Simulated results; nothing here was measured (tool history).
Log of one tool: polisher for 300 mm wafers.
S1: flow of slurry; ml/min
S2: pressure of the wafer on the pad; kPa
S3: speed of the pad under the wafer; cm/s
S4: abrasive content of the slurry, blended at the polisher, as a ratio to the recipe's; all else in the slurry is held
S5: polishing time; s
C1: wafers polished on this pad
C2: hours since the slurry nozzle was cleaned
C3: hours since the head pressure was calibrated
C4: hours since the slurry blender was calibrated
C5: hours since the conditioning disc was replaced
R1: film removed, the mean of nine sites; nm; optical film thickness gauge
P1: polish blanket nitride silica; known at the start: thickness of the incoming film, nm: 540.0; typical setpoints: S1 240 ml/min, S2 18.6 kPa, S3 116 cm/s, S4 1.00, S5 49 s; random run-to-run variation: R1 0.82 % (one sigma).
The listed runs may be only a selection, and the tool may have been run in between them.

Run 1, hour 3.9: S1 240 ml/min, S2 18.6 kPa, S3 116 cm/s, S4 1.00, S5 49 s; C1 466; C2 397.3; C3 434.9; C4 274.8; C5 191.7. Result: R1 24.472 nm.
Run 2, hour 7.6: S1 145 ml/min, S2 18.6 kPa, S3 116 cm/s, S4 1.00, S5 49 s; C1 518; C2 401.0; C3 438.6; C4 278.5; C5 195.4. Result: R1 22.948 nm.
Run 3, hour 12.1: S1 240 ml/min, S2 18.6 kPa, S3 116 cm/s, S4 1.45, S5 49 s; C1 582; C2 405.5; C3 443.1; C4 283.0; C5 199.9. Result: R1 28.767 nm.
Run 4, hour 15.0: S1 180 ml/min, S2 18.6 kPa, S3 72 cm/s, S4 1.00, S5 49 s; C1 624; C2 408.4; C3 446.0; C4 285.9; C5 202.8. Result: R1 16.283 nm.
Run 5, hour 19.2: S1 145 ml/min, S2 18.6 kPa, S3 116 cm/s, S4 0.65, S5 49 s; C1 683; C2 412.6; C3 450.2; C4 290.1; C5 207.0. Result: R1 18.401 nm.
Run 6, hour 24.1: S1 240 ml/min, S2 18.6 kPa, S3 116 cm/s, S4 1.00, S5 49 s; C1 753; C2 417.5; C3 455.1; C4 295.0; C5 211.9. Result: R1 24.445 nm.
Run 7, hour 28.6: S1 240 ml/min, S2 18.6 kPa, S3 116 cm/s, S4 1.00, S5 49 s; C1 817; C2 422.0; C3 459.6; C4 299.5; C5 216.4. Result: R1 24.707 nm.
Run 8, hour 31.9: S1 240 ml/min, S2 18.6 kPa, S3 58 cm/s, S4 1.00, S5 49 s; C1 864; C2 425.3; C3 462.9; C4 302.8; C5 219.7. Result: R1 14.184 nm.
Run 9, hour 36.6: S1 240 ml/min, S2 18.6 kPa, S3 116 cm/s, S4 1.00, S5 77 s; C1 931; C2 430.0; C3 467.6; C4 307.5; C5 224.4. Result: R1 38.685 nm.
Run 10, hour 40.9: S1 240 ml/min, S2 29.0 kPa, S3 116 cm/s, S4 1.00, S5 49 s; C1 992; C2 434.3; C3 471.9; C4 311.8; C5 228.7. Result: R1 38.450 nm.
Run 11, hour 44.1: S1 240 ml/min, S2 9.0 kPa, S3 116 cm/s, S4 1.00, S5 49 s; C1 1038; C2 437.5; C3 475.1; C4 315.0; C5 231.9. Result: R1 11.827 nm.
Run 12, hour 49.2: S1 240 ml/min, S2 12.4 kPa, S3 154 cm/s, S4 1.00, S5 49 s; C1 1110; C2 442.6; C3 480.2; C4 320.1; C5 237.0. Result: R1 20.632 nm.
Run 13, hour 51.6: S1 240 ml/min, S2 18.6 kPa, S3 116 cm/s, S4 1.00, S5 49 s; C1 1145; C2 445.0; C3 482.6; C4 322.5; C5 239.4. Result: R1 24.728 nm.
Run 14, hour 56.4: S1 240 ml/min, S2 18.6 kPa, S3 116 cm/s, S4 0.50, S5 49 s; C1 1213; C2 449.8; C3 487.4; C4 327.3; C5 244.2. Result: R1 16.958 nm.
Run 15, hour 61.6: S1 240 ml/min, S2 18.6 kPa, S3 116 cm/s, S4 1.00, S5 22 s; C1 1287; C2 455.0; C3 492.6; C4 332.5; C5 249.4. Result: R1 11.092 nm.
Run 16, hour 64.4: S1 335 ml/min, S2 18.6 kPa, S3 116 cm/s, S4 1.00, S5 49 s; C1 1327; C2 457.8; C3 495.4; C4 335.3; C5 252.2. Result: R1 25.439 nm.
Run 17, hour 68.4: S1 240 ml/min, S2 18.6 kPa, S3 116 cm/s, S4 1.00, S5 49 s; C1 1384; C2 461.8; C3 499.4; C4 339.3; C5 256.2. Result: R1 24.385 nm.
Run 18, hour 73.5: S1 240 ml/min, S2 18.6 kPa, S3 150 cm/s, S4 1.00, S5 49 s; C1 1456; C2 466.9; C3 504.5; C4 344.4; C5 261.3. Result: R1 30.265 nm.
Run 19, hour 75.9: S1 240 ml/min, S2 18.6 kPa, S3 116 cm/s, S4 1.00, S5 49 s; C1 1490; C2 469.3; C3 506.9; C4 346.8; C5 263.7. Result: R1 24.798 nm.
Run 20, hour 79.4: S1 240 ml/min, S2 18.6 kPa, S3 116 cm/s, S4 1.00, S5 49 s; C1 1540; C2 472.8; C3 510.4; C4 350.3; C5 267.2. Result: R1 23.977 nm.
Run 21, hour 83.3: S1 240 ml/min, S2 18.6 kPa, S3 116 cm/s, S4 1.00, S5 49 s; C1 1596; C2 476.7; C3 514.3; C4 354.2; C5 271.1. Result: R1 23.494 nm.
Run 22, hour 88.3: S1 240 ml/min, S2 18.6 kPa, S3 116 cm/s, S4 1.00, S5 49 s; C1 1667; C2 481.7; C3 519.3; C4 359.2; C5 276.1. Result: R1 23.280 nm.
At hour 93.1: conditioning disc replaced and pad reconditioned.
Run 23, hour 93.5: S1 240 ml/min, S2 18.6 kPa, S3 116 cm/s, S4 1.00, S5 49 s; C1 1741; C2 486.9; C3 524.5; C4 364.4; C5 0.4. Result: R1 23.054 nm.
Run 24, hour 95.9: S1 240 ml/min, S2 18.6 kPa, S3 116 cm/s, S4 1.00, S5 49 s; C1 1775; C2 489.3; C3 526.9; C4 366.8; C5 2.8. Result: R1 23.124 nm.
Run 25, hour 99.3: S1 240 ml/min, S2 18.6 kPa, S3 116 cm/s, S4 1.00, S5 49 s; C1 1824; C2 492.7; C3 530.3; C4 370.2; C5 6.2. Result: R1 22.871 nm.
At hour 102.5: slurry nozzle cleaned.
At hour 102.8: head pressure recalibrated.
Run 26, hour 104.5: S1 240 ml/min, S2 18.6 kPa, S3 116 cm/s, S4 1.00, S5 49 s; C1 1898; C2 2.0; C3 1.8; C4 375.4; C5 11.4. Result: R1 22.488 nm.
Run 27, hour 107.6: S1 240 ml/min, S2 18.6 kPa, S3 116 cm/s, S4 1.00, S5 49 s; C1 1942; C2 5.1; C3 4.9; C4 378.5; C5 14.5. Result: R1 22.940 nm.
Run 28, hour 111.6: S1 240 ml/min, S2 18.6 kPa, S3 116 cm/s, S4 1.00, S5 49 s; C1 1999; C2 9.1; C3 8.9; C4 382.5; C5 18.5. Result: R1 22.553 nm.
Run 29, hour 114.1: S1 240 ml/min, S2 18.6 kPa, S3 116 cm/s, S4 1.00, S5 49 s; C1 2034; C2 11.6; C3 11.4; C4 385.0; C5 21.0. Result: R1 22.409 nm.

The log shows P1 creeping away from where it was. Any of the 2 causes listed here, at the size stated for it, fits the log just as well as the others:
A: abrasive missing from the slurry, % = 16.6
B: removal rate lost through wear of the pad, % = 8.32
The onset of the drift is placed at about hour 75.9.
The rest of the possible causes, and what rules out each one:
slurry flow missing at the pad, %: serviced at hour 102.5, which brought nothing back
head's pressure below its setpoint, %: serviced at hour 102.8, which brought nothing back
time polished since the conditioner stopped cutting, s: serviced at hour 93.1, which brought nothing back

Which of the check runs below tells the causes apart, meaning the causes would give it clearly different results? Each run uses 5 wafers whose results are averaged, and each result is shown as a question mark.
Run check 1, hour 116.6: S1 240 ml/min, S2 18.6 kPa, S3 92 cm/s, S4 0.55, S5 49 s. Result: R1 ?.
Run check 2, hour 116.6: S1 240 ml/min, S2 26.2 kPa, S3 116 cm/s, S4 1.00, S5 23 s. Result: R1 ?.
Run check 3, hour 116.6: S1 240 ml/min, S2 18.6 kPa, S3 90 cm/s, S4 1.00, S5 49 s. Result: R1 ?.
Run check 4, hour 116.6: S1 240 ml/min, S2 28.3 kPa, S3 60 cm/s, S4 1.00, S5 49 s. Result: R1 ?.

If the cause were each of the candidates in turn, the checks would give the following:
  check  result    if A    if B
check 1      R1  13.311  13.666
check 2      R1  14.913  14.910
check 3      R1  18.427  18.422
check 4      R1  20.230  20.225
Distance between the nearest two causes, measured in the result of the check that separates them most: check 1 2.64 %; check 2 0.03 %; check 3 0.03 %; check 4 0.03 %
The causes can be told apart only by check 1. The other checks would give nearly the same results under each of them.

Then check 1 was run and gave: R1 13.236 nm. Which cause is it?

It is A: abrasive missing from the slurry, %.
